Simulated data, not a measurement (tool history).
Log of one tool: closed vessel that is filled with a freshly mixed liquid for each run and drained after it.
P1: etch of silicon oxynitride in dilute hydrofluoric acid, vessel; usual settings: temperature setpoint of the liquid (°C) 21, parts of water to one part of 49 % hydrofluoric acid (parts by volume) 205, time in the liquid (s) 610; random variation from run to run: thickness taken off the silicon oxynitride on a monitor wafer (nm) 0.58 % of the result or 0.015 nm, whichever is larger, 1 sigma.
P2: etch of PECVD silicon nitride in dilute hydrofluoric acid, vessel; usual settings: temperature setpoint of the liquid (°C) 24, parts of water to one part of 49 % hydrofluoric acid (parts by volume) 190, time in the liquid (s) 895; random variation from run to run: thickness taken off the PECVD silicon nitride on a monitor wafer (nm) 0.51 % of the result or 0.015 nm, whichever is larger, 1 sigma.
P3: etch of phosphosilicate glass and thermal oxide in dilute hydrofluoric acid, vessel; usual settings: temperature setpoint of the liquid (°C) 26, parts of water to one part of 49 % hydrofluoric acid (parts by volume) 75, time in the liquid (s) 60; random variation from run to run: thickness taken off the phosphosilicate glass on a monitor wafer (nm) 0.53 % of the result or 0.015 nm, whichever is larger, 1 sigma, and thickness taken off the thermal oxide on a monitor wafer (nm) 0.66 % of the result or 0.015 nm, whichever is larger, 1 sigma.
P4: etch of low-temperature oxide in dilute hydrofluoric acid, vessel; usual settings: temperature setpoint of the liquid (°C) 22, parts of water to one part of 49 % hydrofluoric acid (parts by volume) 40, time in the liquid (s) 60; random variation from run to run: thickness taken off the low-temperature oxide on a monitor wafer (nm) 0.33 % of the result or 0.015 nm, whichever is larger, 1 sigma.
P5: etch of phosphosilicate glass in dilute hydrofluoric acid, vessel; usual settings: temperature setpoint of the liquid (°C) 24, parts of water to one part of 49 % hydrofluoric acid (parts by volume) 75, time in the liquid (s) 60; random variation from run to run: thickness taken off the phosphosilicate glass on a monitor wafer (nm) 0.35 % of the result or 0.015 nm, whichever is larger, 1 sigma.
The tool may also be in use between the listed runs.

run,day,process that ran,temperature setpoint of the liquid (°C),parts of water to one part of 49 % hydrofluoric acid (parts by volume),time in the liquid (s),hours since the thermometer was replaced,hours since the hydrofluoric acid flow meter was replaced,thickness taken off the silicon oxynitride on a monitor wafer (nm),thickness taken off the phosphosilicate glass on a monitor wafer (nm),thickness taken off the low-temperature oxide on a monitor wafer (nm),thickness taken off the thermal oxide on a monitor wafer (nm),thickness taken off the PECVD silicon nitride on a monitor wafer (nm)
1,0.392,P1,21,205,610,1813.2,1418.5,6.8463,,,,
2,0.912,P5,24,25,60,1825.7,1431,,153.18,,,
3,1.562,P1,17,315,610,1841.3,1446.6,3.4792,,,,
4,2.238,P1,21,370,610,1857.5,1462.8,3.3805,,,,
5,2.846,P4,22,40,60,1872.1,1477.4,,,39.255,,
6,3.538,P3,26,75,60,1888.7,1494,,60.46,,4.2051,
7,4.133,P2,24,190,1510,1903,1508.3,,,,,20.377
8,4.788,P4,22,40,105,1918.7,1524,,,69.261,,
9,5.125,P2,32,190,895,1926.8,1532.1,,,,,19.603
10,5.671,P3,26,75,115,1939.9,1545.2,,115.75,,8.1222,
11,6.104,P5,24,75,60,1950.3,1555.6,,47.856,,,
12,6.617,P1,21,205,610,1962.6,1567.9,6.8159,,,,
13,7.079,P1,17,205,610,1973.7,1579,5.6694,,,,
14,7.471,P3,26,45,60,1983.1,1588.4,,103.38,,7.4151,
15,7.871,P5,24,75,60,1992.7,1598,,47.892,,,
16,8.517,P5,24,75,30,2008.2,1613.5,,23.903,,,
17,9.117,P1,21,40,610,2022.6,1627.9,39.305,,,,
18,9.654,P4,22,40,60,2035.5,1640.8,,,39.346,,
19,10.042,P1,27,205,610,2044.8,1650.1,8.9572,,,,
20,10.408,P2,24,350,895,2053.6,1658.9,,,,,6.6375
21,11.05,P1,25,205,1115,2069,1674.3,15.027,,,,
22,11.688,P3,33.5,75,60,2084.3,1689.6,,80.125,,5.6582,
23,12.017,P5,31,75,60,2092.2,1697.5,,63.515,,,
24,12.467,P3,26,75,60,2103,1708.3,,60.41,,4.2369,
25,12.992,P1,21,75,50,2115.6,1720.9,1.698,,,,
26,13.458,P1,21,205,610,2126.8,1732.1,6.8175,,,,
27,14.171,P1,21,205,270,2143.9,1749.2,3.0542,,,,
28,14.683,P1,21,205,895,2156.2,1761.5,10.041,,,,
29,15.183,P2,24,190,895,2168.2,1773.5,,,,,11.885
30,15.862,P4,28.5,40,60,2184.5,1789.8,,,51.486,,
31,16.292,P4,22,75,60,2194.8,1800.1,,,20.192,,
32,16.967,P1,21,205,610,2211,1816.3,6.8986,,,,
33,17.333,P1,21,205,610,2219.8,1825.1,6.8364,,,,
34,18.025,P1,21,205,610,2236.4,1841.7,6.8377,,,,
35,18.617,P1,21,205,610,2250.6,1855.9,7.0354,,,,
36,19.267,P1,21,205,610,2266.2,1871.5,7.2806,,,,
37,19.933,P1,21,205,610,2282.2,1887.5,7.2706,,,,
38,20.462,P1,21,205,610,2294.9,1900.2,7.4115,,,,
39,20.879,P1,21,205,610,2304.9,1910.2,7.4432,,,,
40,21.529,P1,21,205,610,2320.5,1925.8,7.3276,,,,
41,21.867,P1,21,205,610,2328.6,1933.9,7.4298,,,,
42,22.462,P1,21,205,610,2342.9,1948.2,7.5029,,,,
43,22.867,P1,21,205,610,2352.6,1957.9,7.4731,,,,

What P1 gives has crept away from where it was. These 2 causes fit the log equally well, each at the size given:
A: liquid hotter than its thermometer reads (K) = 1.94
B: hydrofluoric acid flow above the setpoint (%) = 8.08
The creep began at about day 18.025.

4 check runs are offered, one wafer each, their results left as question marks. Which one tells the causes apart?
check 1,23.271,P5,24,25,60,,,,?,,,
check 2,23.271,P4,22,65,85,,,,,?,,
check 3,23.271,P2,29.5,190,895,,,,,,,?
check 4,23.271,P3,26,50,105,,,,?,,?,

What each check would give under each cause:
check,result,if A,if B
check 1,thickness taken off the phosphosilicate glass on a monitor wafer (nm),166.52,166.4
check 2,thickness taken off the low-temperature oxide on a monitor wafer (nm),36.076,36.227
check 3,thickness taken off the PECVD silicon nitride on a monitor wafer (nm),18.89,18.202
check 4,thickness taken off the phosphosilicate glass on a monitor wafer (nm),177.23,178.12
check 4,thickness taken off the thermal oxide on a monitor wafer (nm),12.449,12.511
How far apart the two closest causes lie, in the result that separates them most: check 1 0.07 %; check 2 0.42 %; check 3 3.71 %; check 4 0.5 %
Check 3 tells the causes apart: in the others they would give nearly the same result.

Then check 3 was run and gave: thickness taken off the PECVD silicon nitride on a monitor wafer (nm) 18.982. Which cause is it?

It is A: liquid hotter than its thermometer reads (K).
